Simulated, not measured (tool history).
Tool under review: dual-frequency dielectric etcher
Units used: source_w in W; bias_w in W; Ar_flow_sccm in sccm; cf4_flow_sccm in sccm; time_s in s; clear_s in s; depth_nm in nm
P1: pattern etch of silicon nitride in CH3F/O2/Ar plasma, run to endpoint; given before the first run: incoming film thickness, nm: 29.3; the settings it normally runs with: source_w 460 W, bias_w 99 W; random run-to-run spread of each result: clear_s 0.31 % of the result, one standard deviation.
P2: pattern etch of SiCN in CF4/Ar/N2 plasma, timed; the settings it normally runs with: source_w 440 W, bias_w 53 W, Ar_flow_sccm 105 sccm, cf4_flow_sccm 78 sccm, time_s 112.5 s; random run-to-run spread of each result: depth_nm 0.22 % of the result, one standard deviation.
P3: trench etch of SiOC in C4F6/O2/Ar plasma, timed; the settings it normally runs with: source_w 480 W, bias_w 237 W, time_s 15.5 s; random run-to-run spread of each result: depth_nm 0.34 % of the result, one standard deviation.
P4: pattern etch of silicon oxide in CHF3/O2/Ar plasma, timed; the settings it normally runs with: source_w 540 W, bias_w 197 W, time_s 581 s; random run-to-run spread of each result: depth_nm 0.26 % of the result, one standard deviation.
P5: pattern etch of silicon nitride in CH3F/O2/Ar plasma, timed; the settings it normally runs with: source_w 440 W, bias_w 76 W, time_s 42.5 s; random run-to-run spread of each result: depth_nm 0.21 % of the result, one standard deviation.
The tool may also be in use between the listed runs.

run	day	process	source_w	bias_w	Ar_flow_sccm	cf4_flow_sccm	time_s	hours since the last wet clean	hours since the last source power generator calibration	hours since the last bias power generator calibration	clear_s	depth_nm
1	0.312	P1	460	99				184.2	579.6	404	36.749	
2	0.6	P2	440	53	105	78	62	191.1	586.5	410.9		47.291
3	0.788	P4	540	270			581	195.6	591	415.4		1232.5
4	0.967	P4	540	197			369.5	199.9	595.3	419.7		701.4
5	1.267	P4	540	197			581	207.1	602.5	426.9		1100.7
6	1.546	P1	580	68				213.8	609.2	433.6	38.269	
7	1.779	P1	460	135				219.4	614.8	439.2	32.789	
8	2.092	P5	440	47			42.5	226.9	622.3	446.7		26.925
9	2.304	P1	280	99				232	627.4	451.8	44.212	
10	2.517	P2	340	53	105	78	112.5	237.1	632.5	456.9		68.519
11	2.838	P4	330	197			581	244.8	640.2	464.6		916.66
12	2.988	P5	270	76			42.5	248.4	643.8	468.2		26.143
13	3.15	P2	440	53	105	78	112.5	252.3	647.7	472.1		86.012
14	3.321	P1	460	99				256.4	651.8	476.2	36.65	
# day 3.392: wet clean of the chamber
15	3.496	P5	440	76			60	2.5	656	480.4		44.327
16	3.8	P2	440	40	105	78	112.5	9.8	663.3	487.7		78.643
17	3.975	P3	480	237			15.5	14	667.5	491.9		39.22
18	4.133	P5	440	76			42.5	17.8	671.3	495.7		31.436
19	4.308	P1	590	99				22	675.5	499.9	33.476	
20	4.496	P3	480	184			15.5	26.5	680	504.4		36.069
21	4.758	P1	460	99				32.8	686.3	510.7	36.886	
22	5.012	P3	360	237			15.5	38.9	692.4	516.8		35.266
23	5.2	P1	460	99				43.4	696.9	521.3	36.655	
24	5.412	P3	480	237			15.5	48.5	702	526.4		39.235
25	5.729	P1	460	99				56.1	709.6	534	36.705	
26	5.929	P2	440	53	105	95	112.5	60.9	714.4	538.8		89.377
27	6.092	P4	540	197			581	64.8	718.3	542.7		1096.7
28	6.288	P1	460	72				69.5	723	547.4	41.214	
29	6.525	P2	440	53	145	78	112.5	75.2	728.7	553.1		81.403
30	6.792	P2	440	53	105	78	112.5	81.6	735.1	559.5		85.974
31	6.971	P3	480	237			20	85.9	739.4	563.8		50.656
32	7.296	P1	460	99				93.7	747.2	571.6	36.644	
33	7.608	P1	460	99				101.2	754.7	579.1	36.766	
34	7.796	P1	460	99				105.7	759.2	583.6	36.486	
35	8.104	P1	460	99				113.1	766.6	591	36.423	
36	8.279	P1	460	99				117.3	770.8	595.2	36.336	
37	8.583	P1	460	99				124.6	778.1	602.5	36.159	
# day 8.596: wet clean of the chamber
38	8.812	P1	460	99				5.2	783.6	608	36.297	
39	9.012	P1	460	99				10	788.4	612.8	36.254	
40	9.238	P1	460	99				15.4	793.8	618.2	36.118	
41	9.446	P1	460	99				20.4	798.8	623.2	36.049	
42	9.671	P1	460	99				25.8	804.2	628.6	36.189	
43	9.933	P1	460	99				32.1	810.5	634.9	36.057	

P1 no longer gives what it gave before; its output has crept away from where it was. The following 2 causes, each at its listed size, fit the log equally well:
A: bias power that arrives over what is set, % = 4.43
B: source power that arrives over what is set, % = 4.31
Onset of the creep was near day 7.608.
Other possible causes, and why each is ruled out:
chamber walls in a state that raises the etch rate, %: its service at day 8.596 followed the start of the drift and did not put the process back to its old value

Of the 4 check runs listed below, each run on one wafer and each result written as a question mark, which would let you distinguish the listed causes because they would give clearly different results?
check 1	10.196	P4	370	231			581					?
check 2	10.196	P2	440	45	105	78	73					?
check 3	10.196	P3	410	237			15.5					?
check 4	10.196	P5	280	56			42.5					?

What each check would give under each cause:
check	result	if A	if B
check 1	depth_nm	1026.8	1026.7
check 2	depth_nm	53.799	55.116
check 3	depth_nm	37.463	37.524
check 4	depth_nm	24.256	24.296
Separation of the two closest causes in each check, using whichever result separates them best: check 1 0 %; check 2 2.42 %; check 3 0.16 %; check 4 0.17 %
The causes can be told apart only by check 2. The other checks would give nearly the same results under each of them.

Check 2 was then run and gave: depth_nm 54.874 nm. Which cause is it?

It is B: source power that arrives over what is set, %.

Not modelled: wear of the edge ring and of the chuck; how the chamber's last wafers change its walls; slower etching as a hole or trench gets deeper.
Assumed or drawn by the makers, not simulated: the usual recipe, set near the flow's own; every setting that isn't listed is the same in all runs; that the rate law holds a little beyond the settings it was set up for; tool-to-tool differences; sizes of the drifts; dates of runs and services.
